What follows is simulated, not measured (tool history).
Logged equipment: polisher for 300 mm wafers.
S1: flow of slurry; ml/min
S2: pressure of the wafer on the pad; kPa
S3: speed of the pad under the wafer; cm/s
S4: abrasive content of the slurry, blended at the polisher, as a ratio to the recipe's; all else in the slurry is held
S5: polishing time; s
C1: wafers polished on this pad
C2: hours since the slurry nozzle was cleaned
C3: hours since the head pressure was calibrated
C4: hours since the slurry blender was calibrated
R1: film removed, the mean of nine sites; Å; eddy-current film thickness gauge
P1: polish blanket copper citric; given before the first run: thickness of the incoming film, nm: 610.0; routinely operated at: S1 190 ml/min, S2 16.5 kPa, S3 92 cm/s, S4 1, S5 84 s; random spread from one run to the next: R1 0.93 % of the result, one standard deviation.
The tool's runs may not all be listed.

run	hour	S1	S2	S3	S4	S5	C1	C2	C3	C4	R1
1	8.5	190	16.5	92	1	84	527	246	137.8	134.6	1473.3
2	13.4	190	10.3	92	1	84	562	250.9	142.7	139.5	914.67
3	19.4	190	16.5	134	1	84	606	256.9	148.7	145.5	2113.5
# hour 20.1: worn pad replaced by a new one
4	24.7	190	16.5	92	1.5	84	33	262.2	154	150.8	1579.7
5	33.5	190	16.5	92	1	84	98	271	162.8	159.6	1433.7
6	38.4	190	16.5	68	1	84	134	275.9	167.7	164.5	1087
7	42.8	265	16.5	92	1	84	166	280.3	172.1	168.9	1495.2
8	51.6	120	16.5	92	1	84	231	289.1	180.9	177.7	1338.5
9	60.4	190	16.5	92	1	84	295	297.9	189.7	186.5	1453.3
10	64.5	190	16.5	92	1	84	325	302	193.8	190.6	1451.6
11	72.4	190	16.5	92	1	84	383	309.9	201.7	198.5	1447.7
12	81.1	190	16.5	92	1	42	447	318.6	210.4	207.2	722.98
13	89.6	190	16.5	92	1	119	509	327.1	218.9	215.7	2033.7
14	95.8	190	16.5	92	0.75	84	555	333.3	225.1	221.9	1359.4
15	100.8	120	16.5	92	0.7	84	592	338.3	230.1	226.9	1225.3
16	106.2	190	22.1	92	1	84	631	343.7	235.5	232.3	1942.6
# hour 110.6: slurry blender recalibrated
17	115.1	190	16.5	92	1	84	697	352.6	244.4	4.5	1432.3
18	123.9	190	16.5	92	1	84	761	361.4	253.2	13.3	1418.5
19	132.7	190	16.5	92	1	84	826	370.2	262	22.1	1392.8
20	139.9	190	16.5	92	1	84	878	377.4	269.2	29.3	1390.4
21	144.7	190	16.5	92	1	84	914	382.2	274	34.1	1368.4
22	150.2	190	16.5	92	1	84	954	387.7	279.5	39.6	1340.2
# hour 154.1: worn pad replaced by a new one
23	154.4	190	16.5	92	1	84	2	391.9	283.7	43.8	1359.1
# hour 155.4: slurry blender recalibrated
24	160.1	190	16.5	92	1	84	44	397.6	289.4	4.8	1382.2
25	168	190	16.5	92	1	84	102	405.5	297.3	12.7	1364.6
26	172.2	190	16.5	92	1	84	133	409.7	301.5	16.9	1366.9
27	178.9	190	16.5	92	1	84	182	416.4	308.2	23.6	1356.2

What P1 gives has crept off from where it sat before. The 2 causes that follow fit the log equally well, each at the size noted:
A: head's pressure below its setpoint, % = 7.25
B: slurry flow missing at the pad, % = 34.9
At approximately hour 123.9, the process output began to creep.
Every other cause this tool's parts could produce, and why it does not fit the log:
removal rate lost through wear of the pad, %: serviced at hour 154.1, after the change had begun; the process did not return to its earlier output
abrasive missing from the slurry, %: serviced at hour 155.4, after the change had begun; the process did not return to its earlier output

You are offered 4 check runs, listed below with question marks in place of their results; each one averages 5 wafers. Which run separates the listed causes by giving clearly different results for each?
check 1	185.6	190	16.5	126	1.25	84					?
check 2	185.6	190	11.7	92	1	62					?
check 3	185.6	120	16.5	92	1	84					?
check 4	185.6	190	16.5	92	1.3	61					?

Predicted outcomes, by check and by cause:
check	result	if A	if B
check 1	R1	1923.5	1924.6
check 2	R1	716.33	715.56
check 3	R1	1248	1202.1
check 4	R1	1038.5	1038.4
Per check, the gap between the least separated pair of causes, taken in the result that splits them most: check 1 0.06 %; check 2 0.11 %; check 3 3.75 %; check 4 0.01 %
Check 3 tells the causes apart: in the others they would give nearly the same result.

Then check 3 was run and gave: R1 1245.3 Å. Which cause is it?

It is A: head's pressure below its setpoint, %.
